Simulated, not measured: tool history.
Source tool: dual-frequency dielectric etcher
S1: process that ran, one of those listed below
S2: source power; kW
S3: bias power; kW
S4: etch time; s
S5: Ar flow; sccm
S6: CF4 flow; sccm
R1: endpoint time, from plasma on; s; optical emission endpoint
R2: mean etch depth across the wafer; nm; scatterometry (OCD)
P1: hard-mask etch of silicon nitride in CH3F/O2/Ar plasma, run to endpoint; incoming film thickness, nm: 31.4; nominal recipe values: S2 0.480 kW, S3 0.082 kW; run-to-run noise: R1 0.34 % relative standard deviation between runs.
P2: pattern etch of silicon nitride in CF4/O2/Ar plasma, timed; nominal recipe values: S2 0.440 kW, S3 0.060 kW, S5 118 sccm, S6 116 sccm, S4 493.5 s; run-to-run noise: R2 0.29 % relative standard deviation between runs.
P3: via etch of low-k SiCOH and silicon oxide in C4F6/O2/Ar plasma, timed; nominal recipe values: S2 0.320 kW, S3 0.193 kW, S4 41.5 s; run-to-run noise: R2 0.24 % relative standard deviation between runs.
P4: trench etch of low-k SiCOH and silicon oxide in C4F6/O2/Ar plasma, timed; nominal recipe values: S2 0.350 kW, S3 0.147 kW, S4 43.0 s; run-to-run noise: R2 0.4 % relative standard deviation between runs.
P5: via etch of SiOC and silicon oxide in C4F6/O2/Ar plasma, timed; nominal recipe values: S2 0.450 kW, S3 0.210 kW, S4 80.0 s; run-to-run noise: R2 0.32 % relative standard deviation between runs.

run	hour	S1	S2	S3	S4	S5	S6	R1	R2
1	10.2	P1	0.480	0.082				40.740	
2	21.7	P3	0.320	0.271	41.5				113.950
3	29.1	P2	0.440	0.060	722.0	118	116		1311.700
4	40.9	P5	0.450	0.210	44.0				54.692
5	50.9	P1	0.480	0.082				40.835	
6	59.7	P4	0.350	0.147	23.5				67.352
7	67.6	P1	0.480	0.082				40.855	
8	79.5	P1	0.480	0.063				44.799	
9	86.7	P1	0.480	0.104				37.402	
10	97.9	P3	0.430	0.193	41.5				114.130
11	111.3	P1	0.300	0.096				46.262	
12	120.7	P2	0.440	0.060	493.5	118	116		896.190
13	130.0	P1	0.370	0.057				51.146	
14	141.0	P2	0.440	0.060	493.5	118	82		860.490
15	150.2	P4	0.350	0.147	43.0				123.690
16	161.5	P1	0.480	0.082				41.087	
17	168.8	P2	0.440	0.043	493.5	118	116		786.830
18	180.4	P3	0.320	0.193	41.5				101.810
19	193.3	P2	0.440	0.060	493.5	118	116		895.480
20	200.4	P5	0.300	0.210	80.0				85.003
21	213.5	P1	0.480	0.082				40.671	
22	220.0	P3	0.320	0.193	23.5				57.638
23	226.8	P5	0.450	0.141	80.0				87.615
24	234.8	P1	0.290	0.082				49.457	
25	242.3	P1	0.480	0.082				40.892	
26	254.6	P5	0.450	0.210	80.0				98.819
27	261.0	P4	0.350	0.115	43.0				114.980
28	272.9	P2	0.440	0.060	493.5	159	116		866.840
29	278.8	P5	0.450	0.210	80.0				99.528
30	289.7	P4	0.210	0.147	43.0				101.150
31	298.6	P2	0.610	0.060	493.5	118	116		1185.500
32	311.7	P1	0.480	0.082				40.903	
33	320.5	P1	0.650	0.082				36.175	
34	328.9	P1	0.480	0.082				41.209	
35	340.0	P1	0.480	0.082				40.787	
36	348.1	P1	0.480	0.082				40.551	
37	359.1	P1	0.480	0.082				40.170	
38	367.1	P1	0.480	0.082				40.549	
39	379.3	P1	0.480	0.082				40.302	
40	385.8	P1	0.480	0.082				40.430	
41	396.1	P1	0.480	0.082				39.887	
# hour 402.3: wet clean of the chamber
42	407.1	P1	0.480	0.082				40.000	
43	419.6	P1	0.480	0.082				40.206	
44	427.9	P1	0.480	0.082				40.056	

P1 has crept away from where it was. The log is fitted equally well by each of these 2 causes, at the sizes shown:
A: bias power that arrives over what is set, % = 4.93
B: source power that arrives over what is set, % = 4.55
The onset of the drift is placed at about hour 328.9.
Each remaining cause and why it is not a fit:
chamber walls in a state that raises the etch rate, %: serviced at hour 402.3, after the change had begun; the process did not return to its earlier output

Which of the 4 check runs listed below separates the causes, so that each cause would produce a clearly different result? Each run uses one wafer, and its results are marked with question marks.
check 1	436.2	P3	0.410	0.193	28.0				?
check 2	436.2	P2	0.510	0.050	493.5	118	116		?
check 3	436.2	P5	0.450	0.179	63.5				?
check 4	436.2	P4	0.210	0.147	31.5				?

Outcome of each check run for each possible cause:
check	result	if A	if B
check 1	R2	76.704	76.842
check 2	R2	966.310	986.510
check 3	R2	75.933	76.075
check 4	R2	75.235	75.383
Per-check spread between the two closest causes, in the result where they differ most: check 1 0.18 %; check 2 2.07 %; check 3 0.19 %; check 4 0.2 %
Only check 2 tells the causes apart: in the others they would give nearly the same result.

Running check 2 produced the following: R2 969.300 nm. Which one of the listed causes fits?

The correct cause is A, namely: bias power that arrives over what is set, %.
